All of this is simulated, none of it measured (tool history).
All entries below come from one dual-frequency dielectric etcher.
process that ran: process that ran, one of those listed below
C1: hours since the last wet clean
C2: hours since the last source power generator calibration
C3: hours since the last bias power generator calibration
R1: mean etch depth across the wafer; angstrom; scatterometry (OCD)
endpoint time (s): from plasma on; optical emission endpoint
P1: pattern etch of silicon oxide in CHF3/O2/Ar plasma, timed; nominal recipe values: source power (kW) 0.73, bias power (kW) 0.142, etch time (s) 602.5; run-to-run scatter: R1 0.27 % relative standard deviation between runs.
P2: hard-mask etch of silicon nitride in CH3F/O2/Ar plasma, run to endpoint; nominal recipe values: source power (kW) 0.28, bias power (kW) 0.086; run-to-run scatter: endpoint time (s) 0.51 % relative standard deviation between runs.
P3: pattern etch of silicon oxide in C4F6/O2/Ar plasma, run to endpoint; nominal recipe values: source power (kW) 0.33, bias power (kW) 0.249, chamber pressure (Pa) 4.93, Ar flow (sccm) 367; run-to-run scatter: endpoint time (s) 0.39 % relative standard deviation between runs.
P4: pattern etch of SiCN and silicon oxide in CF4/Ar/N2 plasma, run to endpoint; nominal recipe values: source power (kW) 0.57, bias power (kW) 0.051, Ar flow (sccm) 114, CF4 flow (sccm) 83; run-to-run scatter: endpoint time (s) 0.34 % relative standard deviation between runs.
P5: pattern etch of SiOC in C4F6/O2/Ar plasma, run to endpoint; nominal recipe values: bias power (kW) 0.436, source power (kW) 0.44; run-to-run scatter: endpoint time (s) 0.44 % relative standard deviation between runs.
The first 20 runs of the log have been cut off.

run 21 hour=117.9 | process_that_ran=P5 source_power_(kW)=0.44 bias_power_(kW)=0.436 | C1=32 C2=1698.2 C3=567.1 | endpoint_time_(s)=10.583
run 22 hour=122.7 | process_that_ran=P1 source_power_(kW)=0.73 bias_power_(kW)=0.142 etch_time_(s)=602.5 | C1=36.8 C2=1703 C3=571.9 | R1=11491
run 23 hour=128.9 | process_that_ran=P3 source_power_(kW)=0.39 bias_power_(kW)=0.249 Ar_flow_(sccm)=367 chamber_pressure_(Pa)=4.93 | C1=43 C2=1709.2 C3=578.1 | endpoint_time_(s)=12.829
run 24 hour=133.3 | process_that_ran=P1 source_power_(kW)=0.44 bias_power_(kW)=0.142 etch_time_(s)=602.5 | C1=47.4 C2=1713.6 C3=582.5 | R1=9463.4
run 25 hour=140.3 | process_that_ran=P4 source_power_(kW)=0.78 bias_power_(kW)=0.051 Ar_flow_(sccm)=114 CF4_flow_(sccm)=83 | C1=54.4 C2=1720.6 C3=589.5 | endpoint_time_(s)=8.1931
run 26 hour=147.8 | process_that_ran=P1 source_power_(kW)=0.73 bias_power_(kW)=0.142 etch_time_(s)=602.5 | C1=61.9 C2=1728.1 C3=597 | R1=11437
run 27 hour=153.4 | process_that_ran=P5 source_power_(kW)=0.44 bias_power_(kW)=0.436 | C1=67.5 C2=1733.7 C3=602.6 | endpoint_time_(s)=10.521
run 28 hour=160.1 | process_that_ran=P1 source_power_(kW)=0.73 bias_power_(kW)=0.095 etch_time_(s)=602.5 | C1=74.2 C2=1740.4 C3=609.3 | R1=10180
run 29 hour=167.6 | process_that_ran=P3 source_power_(kW)=0.33 bias_power_(kW)=0.249 Ar_flow_(sccm)=252 chamber_pressure_(Pa)=4.93 | C1=81.7 C2=1747.9 C3=616.8 | endpoint_time_(s)=13.108
run 30 hour=173.2 | process_that_ran=P1 source_power_(kW)=0.73 bias_power_(kW)=0.142 etch_time_(s)=602.5 | C1=87.3 C2=1753.5 C3=622.4 | R1=11490
run 31 hour=178.3 | process_that_ran=P1 source_power_(kW)=0.73 bias_power_(kW)=0.142 etch_time_(s)=602.5 | C1=92.4 C2=1758.6 C3=627.5 | R1=11443

For run 32, what comes out?
run 32 hour=184.5 | process_that_ran=P1 source_power_(kW)=0.73 bias_power_(kW)=0.142 etch_time_(s)=602.5 | C1=98.6 C2=1764.8 C3=633.7 | R1=?

{"run 32": {"R1": 11415}}

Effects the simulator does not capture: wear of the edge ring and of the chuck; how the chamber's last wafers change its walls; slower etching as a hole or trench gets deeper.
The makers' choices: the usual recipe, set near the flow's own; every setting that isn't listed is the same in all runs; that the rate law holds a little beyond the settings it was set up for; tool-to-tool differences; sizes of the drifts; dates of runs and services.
